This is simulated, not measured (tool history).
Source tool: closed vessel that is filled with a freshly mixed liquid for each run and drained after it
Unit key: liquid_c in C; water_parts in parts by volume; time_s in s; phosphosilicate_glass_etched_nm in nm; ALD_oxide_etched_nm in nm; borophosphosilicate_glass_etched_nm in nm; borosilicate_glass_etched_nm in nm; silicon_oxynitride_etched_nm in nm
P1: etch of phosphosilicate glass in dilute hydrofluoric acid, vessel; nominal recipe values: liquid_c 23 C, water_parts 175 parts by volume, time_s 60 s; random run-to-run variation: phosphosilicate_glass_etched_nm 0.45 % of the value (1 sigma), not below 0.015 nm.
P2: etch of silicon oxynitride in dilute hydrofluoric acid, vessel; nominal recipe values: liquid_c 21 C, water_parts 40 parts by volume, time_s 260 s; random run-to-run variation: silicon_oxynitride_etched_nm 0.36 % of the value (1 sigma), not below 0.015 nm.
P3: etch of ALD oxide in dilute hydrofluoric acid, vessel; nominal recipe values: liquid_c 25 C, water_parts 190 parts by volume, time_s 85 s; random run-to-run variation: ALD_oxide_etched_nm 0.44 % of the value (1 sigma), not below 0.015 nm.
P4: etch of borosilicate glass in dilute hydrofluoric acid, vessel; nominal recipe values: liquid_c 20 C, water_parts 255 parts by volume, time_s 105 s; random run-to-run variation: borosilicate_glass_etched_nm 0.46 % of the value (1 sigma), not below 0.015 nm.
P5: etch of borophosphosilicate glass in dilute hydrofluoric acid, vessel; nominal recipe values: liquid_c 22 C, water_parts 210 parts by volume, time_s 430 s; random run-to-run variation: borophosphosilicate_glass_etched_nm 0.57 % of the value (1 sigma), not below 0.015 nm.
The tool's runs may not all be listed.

| run | day | process | liquid_c | water_parts | time_s | hours since the thermometer was replaced | hours since the hydrofluoric acid flow meter was replaced | phosphosilicate_glass_etched_nm | ALD_oxide_etched_nm | borophosphosilicate_glass_etched_nm | borosilicate_glass_etched_nm | silicon_oxynitride_etched_nm |
|---|---|---|---|---|---|---|---|---|---|---|---|---|
| 1 | 0.271 | P1 | 23 | 175 | 60 | 260.9 | 552.5 | 24.434 |  |  |  |  |
| 2 | 0.542 | P1 | 17 | 175 | 60 | 267.4 | 559 | 19.432 |  |  |  |  |
| 3 | 0.742 | P3 | 25 | 305 | 85 | 272.2 | 563.8 |  | 7.5309 |  |  |  |
| 4 | 0.958 | P5 | 22 | 125 | 430 | 277.4 | 569 |  |  | 79.58 |  |  |
| 5 | 1.362 | P4 | 20 | 255 | 200 | 287.1 | 578.7 |  |  |  | 23.513 |  |
| 6 | 1.658 | P5 | 22 | 210 | 430 | 294.2 | 585.8 |  |  | 43.565 |  |  |
| 7 | 2.058 | P1 | 23 | 175 | 60 | 303.8 | 595.4 | 24.463 |  |  |  |  |
| 8 | 2.45 | P1 | 23 | 240 | 60 | 313.2 | 604.8 | 16.704 |  |  |  |  |
|  | 2.754 | thermometer replaced |
| 9 | 2.775 | P5 | 22 | 210 | 710 | 0.6 | 612.6 |  |  | 71.372 |  |  |
| 10 | 3.067 | P4 | 27.5 | 255 | 105 | 7.6 | 619.6 |  |  |  | 15.998 |  |
| 11 | 3.267 | P3 | 25 | 190 | 85 | 12.4 | 624.4 |  | 13.7 |  |  |  |
| 12 | 3.638 | P3 | 25 | 190 | 130 | 21.3 | 633.3 |  | 20.941 |  |  |  |
| 13 | 3.904 | P2 | 21 | 70 | 260 | 27.7 | 639.7 |  |  |  |  | 15.826 |
| 14 | 4.117 | P3 | 29.5 | 190 | 85 | 32.8 | 644.8 |  | 16.167 |  |  |  |
| 15 | 4.475 | P1 | 23 | 175 | 30 | 41.4 | 653.4 | 12.295 |  |  |  |  |
| 16 | 4.8 | P2 | 21 | 40 | 60 | 49.2 | 661.2 |  |  |  |  | 6.5247 |
| 17 | 5.133 | P4 | 20 | 255 | 105 | 57.2 | 669.2 |  |  |  | 12.324 |  |
| 18 | 5.438 | P1 | 23 | 175 | 105 | 64.5 | 676.5 | 42.815 |  |  |  |  |
| 19 | 5.771 | P1 | 23 | 175 | 60 | 72.5 | 684.5 | 24.373 |  |  |  |  |
| 20 | 6.188 | P2 | 21 | 40 | 260 | 82.5 | 694.5 |  |  |  |  | 28.293 |
| 21 | 6.404 | P1 | 23 | 175 | 60 | 87.7 | 699.7 | 24.528 |  |  |  |  |
| 22 | 6.762 | P1 | 23 | 175 | 60 | 96.3 | 708.3 | 24.235 |  |  |  |  |
| 23 | 7.092 | P2 | 17 | 40 | 260 | 104.2 | 716.2 |  |  |  |  | 22.945 |
| 24 | 7.3 | P1 | 17.5 | 65 | 60 | 109.2 | 721.2 | 59.807 |  |  |  |  |
| 25 | 7.679 | P1 | 23 | 25 | 60 | 118.3 | 730.3 | 204.36 |  |  |  |  |
| 26 | 7.95 | P4 | 20 | 425 | 105 | 124.8 | 736.8 |  |  |  | 6.348 |  |
| 27 | 8.158 | P1 | 28 | 175 | 60 | 129.8 | 741.8 | 29.306 |  |  |  |  |
| 28 | 8.362 | P1 | 23 | 175 | 60 | 134.7 | 746.7 | 24.653 |  |  |  |  |
| 29 | 8.6 | P5 | 17 | 210 | 430 | 140.4 | 752.4 |  |  | 35.634 |  |  |
| 30 | 8.883 | P4 | 20 | 255 | 105 | 147.2 | 759.2 |  |  |  | 12.258 |  |
| 31 | 9.262 | P1 | 23 | 175 | 60 | 156.3 | 768.3 | 24.503 |  |  |  |  |
| 32 | 9.562 | P1 | 23 | 175 | 60 | 163.5 | 775.5 | 25.1 |  |  |  |  |
| 33 | 9.762 | P1 | 23 | 175 | 60 | 168.3 | 780.3 | 25.732 |  |  |  |  |
| 34 | 9.967 | P1 | 23 | 175 | 60 | 173.2 | 785.2 | 25.975 |  |  |  |  |
| 35 | 10.217 | P1 | 23 | 175 | 60 | 179.2 | 791.2 | 26.32 |  |  |  |  |
| 36 | 10.458 | P1 | 23 | 175 | 60 | 185 | 797 | 26.064 |  |  |  |  |
| 37 | 10.75 | P1 | 23 | 175 | 60 | 192 | 804 | 26.393 |  |  |  |  |
| 38 | 10.958 | P1 | 23 | 175 | 60 | 197 | 809 | 26.479 |  |  |  |  |
| 39 | 11.2 | P1 | 23 | 175 | 60 | 202.8 | 814.8 | 26.472 |  |  |  |  |
| 40 | 11.471 | P1 | 23 | 175 | 60 | 209.3 | 821.3 | 26.687 |  |  |  |  |

The log shows P1 creeping away from where it was. Any of the 2 causes listed here, at the size stated for it, fits the log just as well as the others:
A: liquid hotter than its thermometer reads (K) = 2.28
B: hydrofluoric acid flow above the setpoint (%) = 7.49
The onset of the drift is placed at about day 9.262.

Question marks stand in for the results of the 4 check runs listed below, each run on one wafer. Under which run would the listed causes show clearly different results?
| check 1 | 11.742 | P5 | 22 | 210 | 430 |  |  |  |  | ? |  |  |
| check 2 | 11.742 | P3 | 25 | 190 | 85 |  |  |  | ? |  |  |  |
| check 3 | 11.742 | P4 | 20 | 255 | 105 |  |  |  |  |  | ? |  |
| check 4 | 11.742 | P2 | 21 | 40 | 260 |  |  |  |  |  |  | ? |

Predicted outcomes, by check and by cause:
| check | result | if A | if B |
|---|---|---|---|
| check 1 | borophosphosilicate_glass_etched_nm | 47.271 | 47.397 |
| check 2 | ALD_oxide_etched_nm | 14.832 | 14.895 |
| check 3 | borosilicate_glass_etched_nm | 13.342 | 13.405 |
| check 4 | silicon_oxynitride_etched_nm | 31.437 | 30.221 |
Per check, the gap between the least separated pair of causes, taken in the result that splits them most: check 1 0.27 %; check 2 0.42 %; check 3 0.47 %; check 4 3.95 %
Check 4 is the one run that separates the causes; every other check would come out nearly the same whichever cause is at work.

The results of check 4 are: silicon_oxynitride_etched_nm 30.116 nm. Based on these, which of the listed causes is it?

It was cause B: hydrofluoric acid flow above the setpoint (%).

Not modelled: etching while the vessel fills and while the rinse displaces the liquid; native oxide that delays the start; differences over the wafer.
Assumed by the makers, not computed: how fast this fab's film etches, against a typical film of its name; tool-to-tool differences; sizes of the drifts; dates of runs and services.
